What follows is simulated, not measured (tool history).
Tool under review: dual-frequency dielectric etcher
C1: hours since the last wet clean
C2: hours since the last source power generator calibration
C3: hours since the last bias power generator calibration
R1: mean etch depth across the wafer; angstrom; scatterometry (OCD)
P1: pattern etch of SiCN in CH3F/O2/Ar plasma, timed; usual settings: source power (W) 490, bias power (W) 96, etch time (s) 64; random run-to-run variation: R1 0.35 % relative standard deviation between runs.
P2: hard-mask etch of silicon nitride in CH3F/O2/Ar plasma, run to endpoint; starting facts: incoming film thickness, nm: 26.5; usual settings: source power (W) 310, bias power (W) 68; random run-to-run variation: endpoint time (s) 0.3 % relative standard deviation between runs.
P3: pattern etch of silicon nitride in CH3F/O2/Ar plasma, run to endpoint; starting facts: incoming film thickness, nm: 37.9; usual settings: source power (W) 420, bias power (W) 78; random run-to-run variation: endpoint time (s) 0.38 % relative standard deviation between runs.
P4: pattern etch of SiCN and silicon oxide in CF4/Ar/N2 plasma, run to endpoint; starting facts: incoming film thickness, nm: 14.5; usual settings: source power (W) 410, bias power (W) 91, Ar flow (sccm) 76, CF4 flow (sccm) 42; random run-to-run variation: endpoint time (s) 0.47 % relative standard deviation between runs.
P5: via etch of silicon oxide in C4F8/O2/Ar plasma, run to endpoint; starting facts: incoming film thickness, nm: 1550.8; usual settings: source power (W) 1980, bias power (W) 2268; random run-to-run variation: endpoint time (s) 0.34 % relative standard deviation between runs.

{"run": 1, "hour": 9.6, "process that ran": "P1", "source power (W)": 490, "bias power (W)": 96, "etch time (s)": 64, "C1": 72.6, "C2": 1483.5, "C3": 2886.3, "R1": 285.69}
{"run": 2, "hour": 20.3, "process that ran": "P4", "source power (W)": 410, "bias power (W)": 127, "Ar flow (sccm)": 76, "CF4 flow (sccm)": 42, "C1": 83.3, "C2": 1494.2, "C3": 2897, "endpoint time (s)": 15.399}
{"run": 3, "hour": 33.2, "process that ran": "P3", "source power (W)": 420, "bias power (W)": 78, "C1": 96.2, "C2": 1507.1, "C3": 2909.9, "endpoint time (s)": 51.776}
{"run": 4, "hour": 43.8, "process that ran": "P1", "source power (W)": 490, "bias power (W)": 96, "etch time (s)": 64, "C1": 106.8, "C2": 1517.7, "C3": 2920.5, "R1": 284.96}
{"run": 5, "hour": 61.5, "process that ran": "P5", "source power (W)": 2780, "bias power (W)": 2268, "C1": 124.5, "C2": 1535.4, "C3": 2938.2, "endpoint time (s)": 260.93}
{"run": 6, "hour": 69.3, "process that ran": "P4", "source power (W)": 410, "bias power (W)": 91, "Ar flow (sccm)": 76, "CF4 flow (sccm)": 42, "C1": 132.3, "C2": 1543.2, "C3": 2946, "endpoint time (s)": 17.394}
{"run": 7, "hour": 85.6, "process that ran": "P5", "source power (W)": 1980, "bias power (W)": 1693, "C1": 148.6, "C2": 1559.5, "C3": 2962.3, "endpoint time (s)": 325.67}
{"run": 8, "hour": 100.6, "process that ran": "P4", "source power (W)": 410, "bias power (W)": 91, "Ar flow (sccm)": 76, "CF4 flow (sccm)": 59, "C1": 163.6, "C2": 1574.5, "C3": 2977.3, "endpoint time (s)": 16.694}
{"run": 9, "hour": 114.4, "process that ran": "P1", "source power (W)": 490, "bias power (W)": 96, "etch time (s)": 35, "C1": 177.4, "C2": 1588.3, "C3": 2991.1, "R1": 156.35}
{"run": 10, "hour": 122.6, "process that ran": "P2", "source power (W)": 310, "bias power (W)": 95, "C1": 185.6, "C2": 1596.5, "C3": 2999.3, "endpoint time (s)": 37.473}
{"run": 11, "hour": 134.7, "process that ran": "P3", "source power (W)": 420, "bias power (W)": 78, "C1": 197.7, "C2": 1608.6, "C3": 3011.4, "endpoint time (s)": 51.755}
{"run": 12, "hour": 144.3, "process that ran": "P1", "source power (W)": 490, "bias power (W)": 76, "etch time (s)": 64, "C1": 207.3, "C2": 1618.2, "C3": 3021, "R1": 261.72}
{"run": 13, "hour": 152.4, "process that ran": "P1", "source power (W)": 490, "bias power (W)": 96, "etch time (s)": 64, "C1": 215.4, "C2": 1626.3, "C3": 3029.1, "R1": 286.31}
{"run": 14, "hour": 169.6, "process that ran": "P2", "source power (W)": 310, "bias power (W)": 68, "C1": 232.6, "C2": 1643.5, "C3": 3046.3, "endpoint time (s)": 42.464}
{"run": 15, "hour": 178.3, "process that ran": "P4", "source power (W)": 260, "bias power (W)": 91, "Ar flow (sccm)": 76, "CF4 flow (sccm)": 42, "C1": 241.3, "C2": 1652.2, "C3": 3055, "endpoint time (s)": 25.889}
{"run": 16, "hour": 191.5, "process that ran": "P5", "source power (W)": 1980, "bias power (W)": 2268, "C1": 254.5, "C2": 1665.4, "C3": 3068.2, "endpoint time (s)": 299.87}
{"run": 17, "hour": 201.1, "process that ran": "P3", "source power (W)": 580, "bias power (W)": 78, "C1": 264.1, "C2": 1675, "C3": 3077.8, "endpoint time (s)": 46.028}
{"run": 18, "hour": 217.7, "process that ran": "P1", "source power (W)": 630, "bias power (W)": 96, "etch time (s)": 80.5, "C1": 280.7, "C2": 1691.6, "C3": 3094.4, "R1": 393.07}
{"run": 19, "hour": 234.2, "process that ran": "P1", "source power (W)": 490, "bias power (W)": 96, "etch time (s)": 85.5, "C1": 297.2, "C2": 1708.1, "C3": 3110.9, "R1": 383.91}
{"run": 20, "hour": 248.3, "process that ran": "P2", "source power (W)": 190, "bias power (W)": 68, "C1": 311.3, "C2": 1722.2, "C3": 3125, "endpoint time (s)": 50.863}
{"run": 21, "hour": 263.0, "process that ran": "P1", "source power (W)": 590, "bias power (W)": 96, "etch time (s)": 64, "C1": 326, "C2": 1736.9, "C3": 3139.7, "R1": 305.92}
{"run": 22, "hour": 278.4, "process that ran": "P1", "source power (W)": 400, "bias power (W)": 96, "etch time (s)": 64, "C1": 341.4, "C2": 1752.3, "C3": 3155.1, "R1": 264.12}
{"hour": 280.8, "done": "wet clean of the chamber"}
{"run": 23, "hour": 290.2, "process that ran": "P1", "source power (W)": 490, "bias power (W)": 96, "etch time (s)": 64, "C1": 9.5, "C2": 1764.1, "C3": 3166.9, "R1": 285.35}
{"run": 24, "hour": 302.6, "process that ran": "P4", "source power (W)": 410, "bias power (W)": 91, "Ar flow (sccm)": 52, "CF4 flow (sccm)": 42, "C1": 21.9, "C2": 1776.5, "C3": 3179.3, "endpoint time (s)": 16.488}
{"run": 25, "hour": 315.0, "process that ran": "P1", "source power (W)": 490, "bias power (W)": 96, "etch time (s)": 64, "C1": 34.3, "C2": 1788.9, "C3": 3191.7, "R1": 284.25}
{"run": 26, "hour": 329.5, "process that ran": "P3", "source power (W)": 420, "bias power (W)": 52, "C1": 48.8, "C2": 1803.4, "C3": 3206.2, "endpoint time (s)": 59.934}
{"run": 27, "hour": 338.7, "process that ran": "P1", "source power (W)": 490, "bias power (W)": 125, "etch time (s)": 64, "C1": 58, "C2": 1812.6, "C3": 3215.4, "R1": 315.12}
{"run": 28, "hour": 354.1, "process that ran": "P1", "source power (W)": 490, "bias power (W)": 96, "etch time (s)": 64, "C1": 73.4, "C2": 1828, "C3": 3230.8, "R1": 285.1}
{"run": 29, "hour": 362.9, "process that ran": "P1", "source power (W)": 490, "bias power (W)": 96, "etch time (s)": 64, "C1": 82.2, "C2": 1836.8, "C3": 3239.6, "R1": 284.09}
{"run": 30, "hour": 375.3, "process that ran": "P1", "source power (W)": 490, "bias power (W)": 96, "etch time (s)": 64, "C1": 94.6, "C2": 1849.2, "C3": 3252, "R1": 283.57}
{"run": 31, "hour": 390.3, "process that ran": "P1", "source power (W)": 490, "bias power (W)": 96, "etch time (s)": 64, "C1": 109.6, "C2": 1864.2, "C3": 3267, "R1": 281.78}
{"run": 32, "hour": 408.0, "process that ran": "P1", "source power (W)": 490, "bias power (W)": 96, "etch time (s)": 64, "C1": 127.3, "C2": 1881.9, "C3": 3284.7, "R1": 281.64}
{"hour": 408.6, "done": "wet clean of the chamber"}
{"run": 33, "hour": 423.7, "process that ran": "P1", "source power (W)": 490, "bias power (W)": 96, "etch time (s)": 64, "C1": 15.1, "C2": 1897.6, "C3": 3300.4, "R1": 282.17}
{"run": 34, "hour": 434.1, "process that ran": "P1", "source power (W)": 490, "bias power (W)": 96, "etch time (s)": 64, "C1": 25.5, "C2": 1908, "C3": 3310.8, "R1": 282.36}

P1 no longer gives what it gave before; its output has crept away from where it was. The following 2 causes, each at its listed size, fit the log equally well:
A: source power that arrives under what is set, % = 4.58
B: bias power that arrives under what is set, % = 4.62
The process output started creeping at around hour 354.1.
Every other cause this tool's parts could produce, and why it does not fit the log:
chamber walls in a state that lowers the etch rate, %: serviced at hour 408.6, which brought nothing back

The list below offers 4 check runs, each averaging the results of 2 wafers, and shows each result as a question mark. For which of them would the listed causes give clearly different results?
{"run": "check 1", "hour": 444.5, "process that ran": "P4", "source power (W)": 270, "bias power (W)": 91, "Ar flow (sccm)": 76, "CF4 flow (sccm)": 54, "endpoint time (s)": "?"}
{"run": "check 2", "hour": 444.5, "process that ran": "P2", "source power (W)": 310, "bias power (W)": 93, "endpoint time (s)": "?"}
{"run": "check 3", "hour": 444.5, "process that ran": "P5", "source power (W)": 2280, "bias power (W)": 1901, "endpoint time (s)": "?"}
{"run": "check 4", "hour": 444.5, "process that ran": "P3", "source power (W)": 420, "bias power (W)": 65, "endpoint time (s)": "?"}

If the cause were each of the candidates in turn, the checks would give the following:
check=check_1 result=endpoint_time_(s) if_A=25.235 if_B=24.642
check=check_2 result=endpoint_time_(s) if_A=38.553 if_B=38.549
check=check_3 result=endpoint_time_(s) if_A=303.32 if_B=301.6
check=check_4 result=endpoint_time_(s) if_A=56.34 if_B=56.214
Smallest distance between any two causes, each pair judged by its most separating result, in per cent: check 1 2.38 %; check 2 0.01 %; check 3 0.57 %; check 4 0.22 %
Check 1 distinguishes between the causes, while the remaining checks would return nearly the same result for all of them.

Here is what check 1 returned: endpoint time (s) 24.725. Which cause is it?

It was cause B: bias power that arrives under what is set, %.
